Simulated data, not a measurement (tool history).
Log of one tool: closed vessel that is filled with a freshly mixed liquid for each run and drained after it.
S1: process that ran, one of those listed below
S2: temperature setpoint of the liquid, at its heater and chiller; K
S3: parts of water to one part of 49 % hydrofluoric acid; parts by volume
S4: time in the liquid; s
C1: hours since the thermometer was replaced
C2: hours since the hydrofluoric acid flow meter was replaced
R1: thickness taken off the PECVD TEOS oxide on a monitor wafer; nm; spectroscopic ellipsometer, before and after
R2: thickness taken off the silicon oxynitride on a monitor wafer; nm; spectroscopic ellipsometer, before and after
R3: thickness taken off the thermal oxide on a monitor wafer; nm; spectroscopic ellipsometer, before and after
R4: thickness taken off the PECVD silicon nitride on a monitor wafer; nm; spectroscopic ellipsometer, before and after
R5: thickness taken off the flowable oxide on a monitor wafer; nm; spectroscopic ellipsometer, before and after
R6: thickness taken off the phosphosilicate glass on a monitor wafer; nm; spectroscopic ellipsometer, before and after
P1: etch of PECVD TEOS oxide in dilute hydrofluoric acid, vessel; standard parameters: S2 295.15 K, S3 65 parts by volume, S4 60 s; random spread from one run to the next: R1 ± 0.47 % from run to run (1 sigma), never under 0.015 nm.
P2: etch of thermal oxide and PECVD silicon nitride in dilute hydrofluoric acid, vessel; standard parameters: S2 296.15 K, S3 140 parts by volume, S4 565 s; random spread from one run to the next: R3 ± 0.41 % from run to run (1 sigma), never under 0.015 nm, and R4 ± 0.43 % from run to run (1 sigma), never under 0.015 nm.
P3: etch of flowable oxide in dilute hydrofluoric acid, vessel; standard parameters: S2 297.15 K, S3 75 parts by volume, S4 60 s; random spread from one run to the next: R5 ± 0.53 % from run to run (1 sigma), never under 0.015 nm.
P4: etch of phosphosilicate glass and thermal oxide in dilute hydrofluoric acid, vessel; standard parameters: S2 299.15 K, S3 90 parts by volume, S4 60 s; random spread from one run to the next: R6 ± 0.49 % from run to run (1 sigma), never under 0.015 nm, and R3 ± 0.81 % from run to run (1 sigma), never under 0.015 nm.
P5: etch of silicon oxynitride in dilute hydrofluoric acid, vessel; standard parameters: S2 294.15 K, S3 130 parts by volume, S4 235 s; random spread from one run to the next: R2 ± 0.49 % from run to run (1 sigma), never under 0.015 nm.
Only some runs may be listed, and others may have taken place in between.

run	day	S1	S2	S3	S4	C1	C2	R1	R2	R3	R4	R5	R6
1	0.383	P1	295.15	65	60	721.4	312.2	12.2540					
2	0.700	P5	294.15	130	235	729.0	319.8		4.68820				
3	1.067	P5	294.15	130	30	737.8	328.6		0.61383				
4	1.462	P2	296.15	140	565	747.3	338.1			16.7460	21.0140		
5	1.658	P3	297.15	20	60	752.0	342.8					170.080	
6	2.042	P1	295.15	30	60	761.2	352.0	27.3550					
7	2.338	P1	295.15	65	60	768.3	359.1	11.9720					
8	2.683	P1	298.65	65	30	776.6	367.4	6.9800					
9	3.008	P1	295.15	90	60	784.4	375.2	8.4565					
10	3.400	P4	299.15	90	60	793.8	384.6			3.3328			45.864
11	3.808	P3	290.65	75	60	803.6	394.4					32.303	
12	4.192	P1	295.15	65	60	812.8	403.6	12.0530					
13	4.421	P4	299.15	125	60	818.3	409.1			2.2848			31.441
# day 4.733: thermometer replaced
14	4.783	P3	297.15	75	60	1.3	417.8					41.831	
15	5.142	P1	295.15	65	60	9.9	426.4	12.1110					
16	5.567	P1	295.15	65	60	20.1	436.6	12.1550					
17	5.883	P2	296.15	140	255	27.7	444.2			7.6862	9.5105		
18	6.300	P4	299.15	90	105	37.7	454.2			5.8654			79.965
19	6.704	P1	295.15	65	60	47.4	463.9	12.0920					
20	6.954	P5	294.15	80	235	53.4	469.9		8.01850				
21	7.246	P1	300.15	65	30	60.4	476.9	7.4525					
22	7.654	P5	300.15	130	235	70.2	486.7		6.32640				
23	8.067	P1	295.15	65	90	80.1	496.6	18.2900					
24	8.462	P3	297.15	75	30	89.6	506.1					21.044	
25	8.821	P2	303.15	140	565	98.2	514.7			21.9310	33.0720		
26	9.254	P4	299.15	90	60	108.6	525.1			3.3991			45.492
27	9.450	P1	302.65	65	60	113.3	529.8	16.2950					
28	9.754	P1	290.15	65	60	120.6	537.1	9.7419					
29	10.046	P2	296.15	75	565	127.6	544.1			33.7660	39.3230		
30	10.275	P1	295.15	65	30	133.1	549.6	6.0009					
31	10.575	P4	294.65	90	60	140.3	556.8			2.7874			38.250
32	10.883	P1	295.15	65	60	147.7	564.2	12.1020					
33	11.154	P1	295.15	65	60	154.2	570.7	11.9100					
34	11.538	P1	295.15	65	60	163.4	579.9	11.6520					
35	11.812	P1	295.15	65	60	170.0	586.5	11.5700					
36	12.204	P1	295.15	65	60	179.4	595.9	11.4900					
37	12.521	P1	295.15	65	60	187.0	603.5	11.3350					

Estimate the outcome of run 38 from the log above:
38	12.875	P1	295.15	65	60	195.5	612.0	?					

{"run 38": {"R1": 11.427}}
